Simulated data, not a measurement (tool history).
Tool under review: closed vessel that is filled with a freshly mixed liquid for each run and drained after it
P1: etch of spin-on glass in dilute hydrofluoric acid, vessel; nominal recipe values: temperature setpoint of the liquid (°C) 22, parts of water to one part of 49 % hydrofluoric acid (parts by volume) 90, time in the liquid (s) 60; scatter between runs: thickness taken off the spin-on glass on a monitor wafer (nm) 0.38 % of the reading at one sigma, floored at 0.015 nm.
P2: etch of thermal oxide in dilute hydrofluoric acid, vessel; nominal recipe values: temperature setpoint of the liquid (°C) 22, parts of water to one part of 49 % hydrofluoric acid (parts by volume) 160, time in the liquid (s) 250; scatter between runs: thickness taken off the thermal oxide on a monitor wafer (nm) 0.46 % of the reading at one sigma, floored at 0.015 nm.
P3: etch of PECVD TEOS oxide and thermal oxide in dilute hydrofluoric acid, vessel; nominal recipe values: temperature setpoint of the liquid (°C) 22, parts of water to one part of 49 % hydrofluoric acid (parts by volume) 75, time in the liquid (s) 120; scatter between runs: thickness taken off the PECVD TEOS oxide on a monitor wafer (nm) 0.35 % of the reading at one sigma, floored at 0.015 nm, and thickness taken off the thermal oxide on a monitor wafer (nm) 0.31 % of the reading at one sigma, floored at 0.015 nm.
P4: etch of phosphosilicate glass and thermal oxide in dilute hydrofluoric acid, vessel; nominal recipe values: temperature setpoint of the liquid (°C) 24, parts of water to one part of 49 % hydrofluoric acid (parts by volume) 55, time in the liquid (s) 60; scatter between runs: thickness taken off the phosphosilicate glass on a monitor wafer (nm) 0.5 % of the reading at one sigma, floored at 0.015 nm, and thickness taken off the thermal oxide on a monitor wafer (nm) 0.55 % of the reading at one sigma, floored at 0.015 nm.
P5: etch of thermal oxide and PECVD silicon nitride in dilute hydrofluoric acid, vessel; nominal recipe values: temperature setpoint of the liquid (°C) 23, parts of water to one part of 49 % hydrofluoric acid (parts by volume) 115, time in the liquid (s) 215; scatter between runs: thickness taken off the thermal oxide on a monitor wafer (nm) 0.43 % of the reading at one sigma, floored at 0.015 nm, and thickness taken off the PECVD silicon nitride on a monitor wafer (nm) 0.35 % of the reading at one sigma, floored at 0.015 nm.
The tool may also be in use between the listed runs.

run   hour  process that ran  temperature setpoint of the liquid (°C)  parts of water to one part of 49 % hydrofluoric acid (parts by volume)  time in the liquid (s)  hours since the thermometer was replaced  hours since the hydrofluoric acid flow meter was replaced  thickness taken off the spin-on glass on a monitor wafer (nm)  thickness taken off the thermal oxide on a monitor wafer (nm)  thickness taken off the PECVD silicon nitride on a monitor wafer (nm)  thickness taken off the phosphosilicate glass on a monitor wafer (nm)  thickness taken off the PECVD TEOS oxide on a monitor wafer (nm)
  1    5.5                P1                                       22                                                                      90                      60                                    1543.9                                                        576                                                         26.885
  2   11.5                P1                                       17                                                                     125                      60                                    1549.9                                                        582                                                         15.249
  3   19.6                P5                                       23                                                                     190                     215                                      1558                                                      590.1                                                                                                                        4.7324                                                                   5.99
  4   23.8                P1                                       22                                                                      55                      60                                    1562.2                                                      594.3                                                         45.897
  5   28.4                P2                                       22                                                                     160                     360                                    1566.8                                                      598.9                                                                                                                        9.1306
  6   32.5                P4                                       24                                                                      55                      60                                    1570.9                                                        603                                                                                                                        5.6413                                                                                                                                        217.49
  7   40.4                P4                                       24                                                                      55                      60                                    1578.8                                                      610.9                                                                                                                        5.5841                                                                                                                                        217.29
  8   46.9                P3                                       22                                                                      75                     120                                    1585.3                                                      617.4                                                                                                                        7.4282                                                                                                                                                                                                          29.434
  9   54.9                P5                                       17                                                                     115                     215                                    1593.3                                                      625.4                                                                                                                        6.6602                                                                 6.5916
 10   61.4                P3                                       22                                                                     135                     120                                    1599.8                                                      631.9                                                                                                                        3.8359                                                                                                                                                                                                          15.256
 11   68.1                P4                                       24                                                                      55                      95                                    1606.5                                                      638.6                                                                                                                        8.7928                                                                                                                                        341.83
 12   73.2                P1                                       22                                                                      90                      30                                    1611.6                                                      643.7                                                          13.45
 13   78.4                P5                                       23                                                                     115                     215                                    1616.8                                                      648.9                                                                                                                         8.469                                                                  9.886
 14   84.2                P1                                       22                                                                     125                      60                                    1622.6                                                      654.7                                                         18.655
 15   90.6                P2                                       17                                                                     160                     250                                      1629                                                      661.1                                                                                                                         5.193
 16   97.4                P1                                     18.5                                                                      90                      60                                    1635.8                                                      667.9                                                         23.319
 17  103.2                P3                                       22                                                                      75                     175                                    1641.6                                                      673.7                                                                                                                        10.842                                                                                                                                                                                                          42.979
 18  108.8                P3                                       22                                                                      75                     120                                    1647.2                                                      679.3                                                                                                                        7.3513                                                                                                                                                                                                          29.559
 19  116.7                P1                                       22                                                                      90                      60                                    1655.1                                                      687.2                                                         26.944
 20    123                P5                                       23                                                                     115                      90                                    1661.4                                                      693.5                                                                                                                        3.5834                                                                 4.1241
 21  126.9                P3                                       28                                                                      75                     120                                    1665.3                                                      697.4                                                                                                                        9.4076                                                                                                                                                                                                          37.463
 22  134.5                P1                                     25.5                                                                      90                      60                                    1672.9                                                        705                                                         31.031
 23  139.8                P4                                       24                                                                      90                      60                                    1678.2                                                      710.3                                                                                                                        3.2851                                                                                                                                        128.01
 24  146.4                P1                                       17                                                                     135                      60                                    1684.8                                                      716.9                                                         13.869
 25  150.4                P1                                       22                                                                      90                      60                                    1688.8                                                      720.9                                                         27.065
 26    155                P2                                       22                                                                     160                     250                                    1693.4                                                      725.5                                                                                                                        6.2931
 27    161                P1                                       22                                                                      90                      60                                    1699.4                                                      731.5                                                         26.877
 28    165                P1                                       22                                                                      90                     105                                    1703.4                                                      735.5                                                         47.089
 29  172.1                P1                                       22                                                                      90                      60                                    1710.5                                                      742.6                                                         26.952
 30  175.8                P1                                       22                                                                      90                      60                                    1714.2                                                      746.3                                                         26.841
 31  183.6                P1                                       22                                                                      90                      60                                      1722                                                      754.1                                                         27.112
 32  191.1                P2                                       22                                                                     235                     250                                    1729.5                                                      761.6                                                                                                                        4.0158
 33    196                P4                                     31.5                                                                      55                      60                                    1734.4                                                      766.5                                                                                                                        7.5798                                                                                                                                        295.03
 34  203.8                P1                                       22                                                                      90                      60                                    1742.2                                                      774.3                                                         27.041
 35  207.9                P1                                       22                                                                      90                      60                                    1746.3                                                      778.4                                                         26.151
 36  214.6                P1                                       22                                                                      90                      60                                      1753                                                      785.1                                                          25.83
 37  218.7                P1                                       22                                                                      90                      60                                    1757.1                                                      789.2                                                         25.721
 38  224.5                P1                                       22                                                                      90                      60                                    1762.9                                                        795                                                          25.44
 39  231.2                P1                                       22                                                                      90                      60                                    1769.6                                                      801.7                                                         25.363
 40  236.9                P1                                       22                                                                      90                      60                                    1775.3                                                      807.4                                                         25.327
 41  242.5                P1                                       22                                                                      90                      60                                    1780.9                                                        813                                                         25.252

The output of P1 has drifted from where it used to be. Each of the 2 causes below, taken at the size shown beside it, accounts for the log equally well:
A: hydrofluoric acid flow below the setpoint (%) = 5.4
B: liquid colder than its thermometer reads (K) = 1.51
The gradual shift began around hour 203.8.

Of the 4 check runs listed below, each run on one wafer and each result written as a question mark, which would let you distinguish the listed causes because they would give clearly different results?
check 1  248.1                P4                                       24                                                                      55                      60                                                                                                                                                                                                                                  ?                                                                                                                                             ?
check 2  248.1                P2                                       22                                                                     160                     250                                                                                                                                                                                                                                  ?
check 3  248.1                P5                                       23                                                                     115                     215                                                                                                                                                                                                                                  ?                                                                      ?
check 4  248.1                P3                                       22                                                                      75                     120                                                                                                                                                                                                                                  ?                                                                                                                                                                                                               ?

Expected result of each check under each candidate cause:
  check                                                                 result    if A    if B
check 1          thickness taken off the thermal oxide on a monitor wafer (nm)  5.2829  5.2691
check 1  thickness taken off the phosphosilicate glass on a monitor wafer (nm)  204.68  204.14
check 2          thickness taken off the thermal oxide on a monitor wafer (nm)  5.9201  5.9576
check 3          thickness taken off the thermal oxide on a monitor wafer (nm)  7.9876  8.0114
check 3  thickness taken off the PECVD silicon nitride on a monitor wafer (nm)  9.3636  8.9455
check 4          thickness taken off the thermal oxide on a monitor wafer (nm)   6.982  6.9702
check 4       thickness taken off the PECVD TEOS oxide on a monitor wafer (nm)  27.737   27.69
Per check, the gap between the least separated pair of causes, taken in the result that splits them most: check 1 0.26 %; check 2 0.63 %; check 3 4.57 %; check 4 0.17 %
The causes can be told apart only by check 3. The other checks would give nearly the same results under each of them.

Check 3 has now been run. It gave: thickness taken off the thermal oxide on a monitor wafer (nm) 7.9513; thickness taken off the PECVD silicon nitride on a monitor wafer (nm) 8.9446. Which of the candidate causes is it?

Of the candidate causes, it is B: liquid colder than its thermometer reads (K).

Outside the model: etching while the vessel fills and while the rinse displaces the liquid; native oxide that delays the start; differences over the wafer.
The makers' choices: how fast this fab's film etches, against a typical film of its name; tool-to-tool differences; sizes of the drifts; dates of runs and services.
